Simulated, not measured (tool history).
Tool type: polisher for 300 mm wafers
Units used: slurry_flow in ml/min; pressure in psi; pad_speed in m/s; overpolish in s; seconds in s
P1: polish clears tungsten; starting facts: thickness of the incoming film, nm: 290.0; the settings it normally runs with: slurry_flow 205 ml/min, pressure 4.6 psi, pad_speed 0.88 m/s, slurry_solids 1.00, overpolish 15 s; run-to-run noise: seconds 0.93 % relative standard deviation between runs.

Run 1, hour 9.5: slurry_flow 205 ml/min, pressure 4.6 psi, pad_speed 0.88 m/s, slurry_solids 1.00, overpolish 15 s. Result: seconds 47.404 s.
Run 2, hour 18.7: slurry_flow 205 ml/min, pressure 4.6 psi, pad_speed 0.52 m/s, slurry_solids 1.00, overpolish 15 s. Result: seconds 82.156 s.
Run 3, hour 24.2: slurry_flow 205 ml/min, pressure 6.0 psi, pad_speed 1.24 m/s, slurry_solids 1.00, overpolish 15 s. Result: seconds 26.105 s.
Run 4, hour 34.4: slurry_flow 205 ml/min, pressure 3.3 psi, pad_speed 0.88 m/s, slurry_solids 1.00, overpolish 15 s. Result: seconds 65.930 s.
Run 5, hour 40.4: slurry_flow 205 ml/min, pressure 4.6 psi, pad_speed 1.20 m/s, slurry_solids 1.00, overpolish 15 s. Result: seconds 34.908 s.
At hour 44.1: head pressure recalibrated.
Run 6, hour 50.0: slurry_flow 205 ml/min, pressure 4.6 psi, pad_speed 0.88 m/s, slurry_solids 1.45, overpolish 15 s. Result: seconds 43.220 s.
Run 7, hour 57.4: slurry_flow 205 ml/min, pressure 4.6 psi, pad_speed 0.88 m/s, slurry_solids 0.75, overpolish 6 s. Result: seconds 50.754 s.
Run 8, hour 63.6: slurry_flow 205 ml/min, pressure 4.6 psi, pad_speed 1.32 m/s, slurry_solids 1.00, overpolish 24 s. Result: seconds 31.824 s.
Run 9, hour 69.6: slurry_flow 205 ml/min, pressure 4.6 psi, pad_speed 0.88 m/s, slurry_solids 1.00, overpolish 15 s. Result: seconds 47.862 s.
Run 10, hour 74.5: slurry_flow 205 ml/min, pressure 6.7 psi, pad_speed 0.88 m/s, slurry_solids 1.00, overpolish 15 s. Result: seconds 32.735 s.
Run 11, hour 85.3: slurry_flow 285 ml/min, pressure 4.6 psi, pad_speed 0.88 m/s, slurry_solids 1.00, overpolish 15 s. Result: seconds 45.534 s.
Run 12, hour 93.8: slurry_flow 205 ml/min, pressure 4.6 psi, pad_speed 0.88 m/s, slurry_solids 1.00, overpolish 15 s. Result: seconds 47.365 s.
Run 13, hour 98.9: slurry_flow 205 ml/min, pressure 4.6 psi, pad_speed 0.88 m/s, slurry_solids 1.00, overpolish 30 s. Result: seconds 47.826 s.
Run 14, hour 106.0: slurry_flow 205 ml/min, pressure 4.6 psi, pad_speed 0.88 m/s, slurry_solids 0.50, overpolish 15 s. Result: seconds 55.397 s.
Run 15, hour 112.8: slurry_flow 125 ml/min, pressure 4.6 psi, pad_speed 0.88 m/s, slurry_solids 1.00, overpolish 15 s. Result: seconds 51.693 s.
Run 16, hour 117.8: slurry_flow 205 ml/min, pressure 4.6 psi, pad_speed 0.88 m/s, slurry_solids 1.00, overpolish 4 s. Result: seconds 47.672 s.
Run 17, hour 124.5: slurry_flow 205 ml/min, pressure 4.6 psi, pad_speed 0.88 m/s, slurry_solids 1.00, overpolish 15 s. Result: seconds 48.137 s.
Run 18, hour 134.9: slurry_flow 205 ml/min, pressure 4.6 psi, pad_speed 0.88 m/s, slurry_solids 1.00, overpolish 15 s. Result: seconds 48.433 s.
Run 19, hour 144.4: slurry_flow 205 ml/min, pressure 4.6 psi, pad_speed 0.88 m/s, slurry_solids 1.00, overpolish 15 s. Result: seconds 49.264 s.
Run 20, hour 151.1: slurry_flow 205 ml/min, pressure 4.6 psi, pad_speed 0.88 m/s, slurry_solids 1.00, overpolish 15 s. Result: seconds 50.368 s.
At hour 152.8: head pressure recalibrated.
At hour 153.7: worn pad replaced by a new one.
At hour 154.4: slurry blender recalibrated.
Run 21, hour 157.0: slurry_flow 205 ml/min, pressure 4.6 psi, pad_speed 0.88 m/s, slurry_solids 1.00, overpolish 15 s. Result: seconds 50.813 s.
Run 22, hour 166.8: slurry_flow 205 ml/min, pressure 4.6 psi, pad_speed 0.88 m/s, slurry_solids 1.00, overpolish 15 s. Result: seconds 51.456 s.
Run 23, hour 173.4: slurry_flow 205 ml/min, pressure 4.6 psi, pad_speed 0.88 m/s, slurry_solids 1.00, overpolish 15 s. Result: seconds 50.639 s.
Run 24, hour 180.6: slurry_flow 205 ml/min, pressure 4.6 psi, pad_speed 0.88 m/s, slurry_solids 1.00, overpolish 15 s. Result: seconds 51.593 s.

Compared with where it was, what P1 gives has crept away. Each cause listed below fits the log as well as the rest, at the size given for it:
A: peroxide lost from the slurry, % = 18.3
B: slurry flow missing at the pad, % = 38.3
The drift started at roughly hour 134.9.
Other possible causes, and why each is ruled out:
removal rate lost through wear of the pad, %: serviced at hour 153.7, after the drift had started, without restoring the earlier output
head's pressure below its setpoint, %: serviced at hour 152.8, after the drift had started, without restoring the earlier output
abrasive missing from the slurry, %: serviced at hour 154.4, after the drift had started, without restoring the earlier output

The 4 check runs listed below each average the results of 5 wafers, and their outcomes are marked with question marks. Under which run would the listed causes produce clearly different results?
Run check 1, hour 187.8: slurry_flow 135 ml/min, pressure 4.6 psi, pad_speed 0.88 m/s, slurry_solids 1.00, overpolish 15 s. Result: seconds ?.
Run check 2, hour 187.8: slurry_flow 205 ml/min, pressure 4.6 psi, pad_speed 0.88 m/s, slurry_solids 1.00, overpolish 23 s. Result: seconds ?.
Run check 3, hour 187.8: slurry_flow 205 ml/min, pressure 4.6 psi, pad_speed 0.88 m/s, slurry_solids 1.40, overpolish 5 s. Result: seconds ?.
Run check 4, hour 187.8: slurry_flow 205 ml/min, pressure 4.6 psi, pad_speed 0.88 m/s, slurry_solids 1.00, overpolish 28 s. Result: seconds ?.

What every check run would give for each of its results, assuming each possible cause in turn:
  check   result    if A    if B
check 1  seconds  55.101  57.143
check 2  seconds  51.587  51.592
check 3  seconds  47.580  47.585
check 4  seconds  51.587  51.592
Gap, in per cent, between the two causes that each check separates least, read from the result that separates them most: check 1 3.64 %; check 2 0.01 %; check 3 0.01 %; check 4 0.01 %
Only in check 1 would the causes give clearly different results; in the remaining checks their results would be nearly the same.

Then check 1 was run and gave: seconds 57.313 s. Which cause is it?

The correct cause is B, namely: slurry flow missing at the pad, %.
